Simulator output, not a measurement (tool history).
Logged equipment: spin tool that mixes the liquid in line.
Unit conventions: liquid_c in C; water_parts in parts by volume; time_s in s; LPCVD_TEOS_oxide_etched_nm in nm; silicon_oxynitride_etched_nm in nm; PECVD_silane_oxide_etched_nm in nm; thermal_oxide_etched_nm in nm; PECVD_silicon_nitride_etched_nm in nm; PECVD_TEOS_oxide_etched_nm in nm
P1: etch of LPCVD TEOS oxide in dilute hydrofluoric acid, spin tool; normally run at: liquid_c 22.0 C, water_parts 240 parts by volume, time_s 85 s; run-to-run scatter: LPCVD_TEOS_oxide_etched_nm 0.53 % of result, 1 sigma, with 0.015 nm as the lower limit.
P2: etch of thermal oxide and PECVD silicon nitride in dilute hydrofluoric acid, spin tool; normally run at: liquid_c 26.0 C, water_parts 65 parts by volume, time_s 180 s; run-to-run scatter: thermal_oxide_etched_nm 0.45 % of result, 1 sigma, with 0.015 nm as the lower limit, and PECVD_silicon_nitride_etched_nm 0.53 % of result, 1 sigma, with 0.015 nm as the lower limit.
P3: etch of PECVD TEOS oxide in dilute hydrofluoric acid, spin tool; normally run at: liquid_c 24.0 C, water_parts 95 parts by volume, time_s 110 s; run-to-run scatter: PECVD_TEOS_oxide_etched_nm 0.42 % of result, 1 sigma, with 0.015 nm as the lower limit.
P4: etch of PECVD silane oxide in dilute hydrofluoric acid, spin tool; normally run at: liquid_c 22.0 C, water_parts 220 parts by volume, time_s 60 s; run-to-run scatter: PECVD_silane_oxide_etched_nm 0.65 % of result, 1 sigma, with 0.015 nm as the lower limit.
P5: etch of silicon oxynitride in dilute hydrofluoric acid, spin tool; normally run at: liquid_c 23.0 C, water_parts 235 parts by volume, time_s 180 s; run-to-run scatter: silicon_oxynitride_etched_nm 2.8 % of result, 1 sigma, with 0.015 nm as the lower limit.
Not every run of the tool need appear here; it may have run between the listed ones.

| run | day | process | liquid_c | water_parts | time_s | hours since the thermometer was replaced | hours since the hydrofluoric acid flow meter was replaced | LPCVD_TEOS_oxide_etched_nm | silicon_oxynitride_etched_nm | PECVD_silane_oxide_etched_nm | thermal_oxide_etched_nm | PECVD_silicon_nitride_etched_nm | PECVD_TEOS_oxide_etched_nm |
|---|---|---|---|---|---|---|---|---|---|---|---|---|---|
| 1 | 0.425 | P1 | 22.0 | 240 | 85 | 497.2 | 883.3 | 10.2060 |  |  |  |  |  |
| 2 | 0.633 | P5 | 23.0 | 235 | 180 | 502.2 | 888.3 |  | 0.97440 |  |  |  |  |
| 3 | 0.821 | P1 | 22.0 | 240 | 160 | 506.7 | 892.8 | 19.2830 |  |  |  |  |  |
| 4 | 1.175 | P1 | 26.0 | 240 | 15 | 515.2 | 901.3 | 2.1116 |  |  |  |  |  |
| 5 | 1.362 | P1 | 22.0 | 125 | 85 | 519.7 | 905.8 | 22.1960 |  |  |  |  |  |
| 6 | 1.779 | P4 | 22.0 | 220 | 35 | 529.7 | 915.8 |  |  | 2.6483 |  |  |  |
| 7 | 1.971 | P1 | 22.0 | 240 | 85 | 534.3 | 920.4 | 10.1550 |  |  |  |  |  |
|  | 2.179 | thermometer replaced |
| 8 | 2.262 | P2 | 18.0 | 65 | 180 | 2.1 | 927.4 |  |  |  | 10.5440 | 3.19350 |  |
| 9 | 2.479 | P2 | 26.0 | 105 | 180 | 7.3 | 932.6 |  |  |  | 8.5993 | 3.42700 |  |
| 10 | 2.746 | P1 | 17.0 | 240 | 85 | 13.7 | 939.0 | 8.4138 |  |  |  |  |  |
| 11 | 2.992 | P4 | 22.0 | 220 | 60 | 19.6 | 944.9 |  |  | 4.5140 |  |  |  |
| 12 | 3.250 | P3 | 32.0 | 95 | 110 | 25.8 | 951.1 |  |  |  |  |  | 46.193 |
| 13 | 3.612 | P1 | 22.0 | 375 | 85 | 34.5 | 959.8 | 5.8123 |  |  |  |  |  |
| 14 | 4.012 | P1 | 22.0 | 240 | 85 | 44.1 | 969.4 | 10.2940 |  |  |  |  |  |
| 15 | 4.442 | P1 | 22.0 | 240 | 15 | 54.4 | 979.7 | 1.7884 |  |  |  |  |  |
| 16 | 4.700 | P1 | 22.0 | 240 | 85 | 60.6 | 985.9 | 10.1740 |  |  |  |  |  |
| 17 | 5.121 | P1 | 22.0 | 240 | 85 | 70.7 | 996.0 | 10.1960 |  |  |  |  |  |
| 18 | 5.350 | P2 | 26.0 | 65 | 20 | 76.2 | 1001.5 |  |  |  | 1.6607 | 0.59273 |  |
| 19 | 5.554 | P3 | 24.0 | 145 | 110 | 81.1 | 1006.4 |  |  |  |  |  | 20.604 |
| 20 | 5.954 | P2 | 26.0 | 65 | 180 | 90.7 | 1016.0 |  |  |  | 14.7730 | 5.45260 |  |
| 21 | 6.183 | P1 | 28.0 | 240 | 85 | 96.2 | 1021.5 | 12.6320 |  |  |  |  |  |
| 22 | 6.446 | P3 | 24.0 | 95 | 110 | 102.5 | 1027.8 |  |  |  |  |  | 33.872 |
| 23 | 6.750 | P5 | 17.5 | 235 | 180 | 109.8 | 1035.1 |  | 0.76818 |  |  |  |  |
| 24 | 7.038 | P5 | 23.0 | 85 | 180 | 116.7 | 1042.0 |  | 2.97340 |  |  |  |  |
| 25 | 7.354 | P4 | 30.5 | 220 | 60 | 124.3 | 1049.6 |  |  | 6.1205 |  |  |  |
| 26 | 7.562 | P5 | 23.0 | 235 | 180 | 129.3 | 1054.6 |  | 0.91093 |  |  |  |  |
| 27 | 7.975 | P1 | 29.5 | 85 | 85 | 139.2 | 1064.5 | 46.1890 |  |  |  |  |  |
| 28 | 8.396 | P3 | 24.0 | 95 | 40 | 149.3 | 1074.6 |  |  |  |  |  | 12.240 |
| 29 | 8.608 | P1 | 22.0 | 240 | 85 | 154.4 | 1079.7 | 10.2530 |  |  |  |  |  |
| 30 | 8.842 | P2 | 26.0 | 65 | 180 | 160.0 | 1085.3 |  |  |  | 14.7020 | 5.44690 |  |
| 31 | 9.071 | P4 | 22.0 | 40 | 60 | 165.5 | 1090.8 |  |  | 30.6650 |  |  |  |
| 32 | 9.262 | P5 | 23.0 | 235 | 355 | 170.1 | 1095.4 |  | 1.94510 |  |  |  |  |
| 33 | 9.550 | P1 | 22.0 | 240 | 85 | 177.0 | 1102.3 | 10.2750 |  |  |  |  |  |
| 34 | 9.862 | P1 | 22.0 | 240 | 85 | 184.5 | 1109.8 | 10.4620 |  |  |  |  |  |
| 35 | 10.129 | P1 | 22.0 | 240 | 85 | 190.9 | 1116.2 | 10.6460 |  |  |  |  |  |
| 36 | 10.521 | P1 | 22.0 | 240 | 85 | 200.3 | 1125.6 | 10.6470 |  |  |  |  |  |
| 37 | 10.758 | P1 | 22.0 | 240 | 85 | 206.0 | 1131.3 | 10.6730 |  |  |  |  |  |
| 38 | 11.117 | P1 | 22.0 | 240 | 85 | 214.6 | 1139.9 | 10.7300 |  |  |  |  |  |
| 39 | 11.529 | P1 | 22.0 | 240 | 85 | 224.5 | 1149.8 | 10.7440 |  |  |  |  |  |
| 40 | 11.758 | P1 | 22.0 | 240 | 85 | 230.0 | 1155.3 | 10.8250 |  |  |  |  |  |
| 41 | 11.988 | P1 | 22.0 | 240 | 85 | 235.5 | 1160.8 | 10.9270 |  |  |  |  |  |
| 42 | 12.238 | P1 | 22.0 | 240 | 85 | 241.5 | 1166.8 | 10.7880 |  |  |  |  |  |
| 43 | 12.454 | P1 | 22.0 | 240 | 85 | 246.7 | 1172.0 | 10.7590 |  |  |  |  |  |

What P1 gives has crept off from where it sat before. The 2 causes that follow fit the log equally well, each at the size noted:
A: hydrofluoric acid flow above the setpoint (%) = 4.56
B: liquid hotter than its thermometer reads (K) = 1.51
At approximately day 9.550, the process output began to creep.

Each of the check runs listed below is run on 5 wafers and reports their average, with the results left as question marks. Pick the one under which the possible causes would lead to clearly different results.
| check 1 | 12.671 | P4 | 28.5 | 220 | 40 |  |  |  |  | ? |  |  |  |
| check 2 | 12.671 | P2 | 18.5 | 65 | 55 |  |  |  |  |  | ? | ? |  |
| check 3 | 12.671 | P5 | 23.0 | 235 | 330 |  |  |  | ? |  |  |  |  |
| check 4 | 12.671 | P3 | 28.5 | 135 | 110 |  |  |  |  |  |  |  | ? |

Predicted outcomes, by check and by cause:
| check | result | if A | if B |
|---|---|---|---|
| check 1 | PECVD_silane_oxide_etched_nm | 4.0133 | 3.9977 |
| check 2 | thermal_oxide_etched_nm | 3.4507 | 3.5068 |
| check 2 | PECVD_silicon_nitride_etched_nm | 1.04830 | 1.11480 |
| check 3 | silicon_oxynitride_etched_nm | 1.85780 | 1.88480 |
| check 4 | PECVD_TEOS_oxide_etched_nm | 28.200 | 28.288 |
Per-check spread between the two closest causes, in the result where they differ most: check 1 0.39 %; check 2 6.16 %; check 3 1.45 %; check 4 0.31 %
Only check 2 tells the causes apart: in the others they would give nearly the same result.

Check 2 was carried out, with these results: thermal_oxide_etched_nm 3.5068 nm; PECVD_silicon_nitride_etched_nm 1.10930 nm. Which of the listed causes is responsible?

It was cause B: liquid hotter than its thermometer reads (K).
